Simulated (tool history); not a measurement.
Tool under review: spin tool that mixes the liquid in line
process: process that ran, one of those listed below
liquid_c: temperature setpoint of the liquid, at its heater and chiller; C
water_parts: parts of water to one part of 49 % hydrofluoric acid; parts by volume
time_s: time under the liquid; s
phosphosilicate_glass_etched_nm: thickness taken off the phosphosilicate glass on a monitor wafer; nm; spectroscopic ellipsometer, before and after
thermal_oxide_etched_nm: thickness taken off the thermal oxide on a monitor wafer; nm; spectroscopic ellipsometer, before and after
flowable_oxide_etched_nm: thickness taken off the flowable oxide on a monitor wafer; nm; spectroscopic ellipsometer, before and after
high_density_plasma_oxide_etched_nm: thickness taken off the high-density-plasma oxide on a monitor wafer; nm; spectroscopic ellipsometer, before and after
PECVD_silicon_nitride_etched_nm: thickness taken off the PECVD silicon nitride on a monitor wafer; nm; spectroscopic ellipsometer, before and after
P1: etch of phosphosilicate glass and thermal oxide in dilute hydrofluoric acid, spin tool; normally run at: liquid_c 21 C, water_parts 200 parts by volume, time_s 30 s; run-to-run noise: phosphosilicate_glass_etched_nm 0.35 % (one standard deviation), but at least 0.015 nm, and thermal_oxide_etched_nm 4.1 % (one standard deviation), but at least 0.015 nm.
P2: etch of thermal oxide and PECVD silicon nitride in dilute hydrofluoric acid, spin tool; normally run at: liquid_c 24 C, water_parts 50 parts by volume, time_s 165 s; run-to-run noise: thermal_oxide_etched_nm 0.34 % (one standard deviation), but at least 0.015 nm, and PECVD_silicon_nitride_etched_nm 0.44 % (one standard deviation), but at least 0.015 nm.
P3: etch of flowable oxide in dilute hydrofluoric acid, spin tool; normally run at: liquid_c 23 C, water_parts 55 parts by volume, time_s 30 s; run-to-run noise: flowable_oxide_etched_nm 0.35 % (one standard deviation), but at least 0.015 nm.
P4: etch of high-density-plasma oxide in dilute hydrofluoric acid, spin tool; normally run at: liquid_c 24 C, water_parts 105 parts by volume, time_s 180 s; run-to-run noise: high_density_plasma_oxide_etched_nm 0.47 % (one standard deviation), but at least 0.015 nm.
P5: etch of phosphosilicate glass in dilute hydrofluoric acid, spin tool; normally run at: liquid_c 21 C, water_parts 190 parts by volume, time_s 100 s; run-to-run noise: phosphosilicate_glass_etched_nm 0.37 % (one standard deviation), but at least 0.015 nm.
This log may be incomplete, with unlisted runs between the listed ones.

run   hour  process  liquid_c  water_parts  time_s  phosphosilicate_glass_etched_nm  thermal_oxide_etched_nm  flowable_oxide_etched_nm  high_density_plasma_oxide_etched_nm  PECVD_silicon_nitride_etched_nm
  1     15       P1        21          200      30                           24.062                  0.56307
  2   25.8       P1        21          200      30                           24.204                  0.54115
  3   34.7       P5        21          190     100                           39.724
  4   44.1       P3        23          100      30                                                                              15.602
  5   55.9       P3        17           55      30                                                                              23.273
  6   65.9       P4        24          180     180                                                                                                                   4.9213
  7   73.4       P2        24           50     165                                                    17.322                                                                                          11.836
  8   86.8       P1        21          200      15                           12.007                  0.32248
  9   95.2       P1        21          200      60                           48.242                   1.0947
 10    107       P5        17          190     100                           34.105
     111.8  -- hydrofluoric acid flow meter replaced
 11  115.9       P4        24          105     180                                                                                                                   9.2715
 12  128.1       P1        21           45      30                           126.63                   2.8805
 13  134.8       P4        24          105     355                                                                                                                   18.246
 14  146.7       P4        24          105     180                                                                                                                   9.1194
 15  154.1       P1        21          200      30                           24.096                  0.53953
 16  165.3       P1        21          200      30                           24.072                  0.57776
 17  173.3       P2        32           50     165                                                    24.023                                                                                          20.002
 18    180       P3        23           55      15                                                                              15.073
 19  193.2       P1        21          200      30                           24.004                  0.61582
 20  207.5       P5        21          335     100                           19.574
 21  218.1       P1        28          200      30                           31.059                  0.80735
 22  226.4       P1        21          315      30                           13.749                  0.34438
 23  239.9       P1        17          200      30                           20.545                  0.47802
 24  253.3       P2        24           50     270                                                    28.591                                                                                          19.285
 25  266.8       P4      31.5          105     180                                                                                                                   12.417
 26  278.5       P5        21          190     180                           71.515
 27  292.5       P5        21          190     100                           39.689
 28  302.4       P1        21          100      15                           26.704                  0.65769
 29  315.1       P3        23           55      30                                                                              30.025
 30  323.2       P2        24           70     165                                                    12.151                                                                                          8.5072
 31  334.6       P1      27.5          305      30                           17.987                  0.42793
 32  347.7       P1        21          200      30                            24.09                  0.61526
 33  357.7       P1        21          200      30                           24.587                  0.60737
 34  369.2       P1        21          200      30                           24.936                    0.646
 35  383.2       P1        21          200      30                           25.125                   0.6047
 36  394.5       P1        21          200      30                           25.182                  0.61943
 37  402.2       P1        21          200      30                           25.465                  0.64767
 38  410.4       P1        21          200      30                           25.387                  0.62962
 39  420.9       P1        21          200      30                           25.286                   0.6268
 40  434.3       P1        21          200      30                           25.416                   0.6039

Something has made what P1 gives creep away from where it was; the 2 causes below, each at its own stated size, fit the log equally well:
A: hydrofluoric acid flow above the setpoint (%) = 4.87
B: liquid hotter than its thermometer reads (K) = 1.51
Onset of the creep was near hour 347.7.

4 check runs are offered, one wafer each, their results left as question marks. Which one tells the causes apart?
check 1  447.7       P5        17          275     100                                ?
check 2  447.7       P2        28           50     165                                                         ?                                                                                               ?
check 3  447.7       P3        23          100      15                                                                                   ?
check 4  447.7       P4        28          105     180                                                                                                                        ?

Expected result of each check under each candidate cause:
  check                               result    if A    if B
check 1      phosphosilicate_glass_etched_nm  23.035  23.009
check 2              thermal_oxide_etched_nm  21.615  21.809
check 2      PECVD_silicon_nitride_etched_nm   16.14  16.993
check 3             flowable_oxide_etched_nm  8.2167  8.2732
check 4  high_density_plasma_oxide_etched_nm  11.382  11.414
Distance between the nearest two causes, measured in the result of the check that separates them most: check 1 0.11 %; check 2 5.15 %; check 3 0.69 %; check 4 0.29 %
Check 2 tells the causes apart: in the others they would give nearly the same result.

Check 2 was then run and gave: thermal_oxide_etched_nm 21.858 nm; PECVD_silicon_nitride_etched_nm 17.027 nm. Which cause is it?

Of the candidate causes, it is B: liquid hotter than its thermometer reads (K).
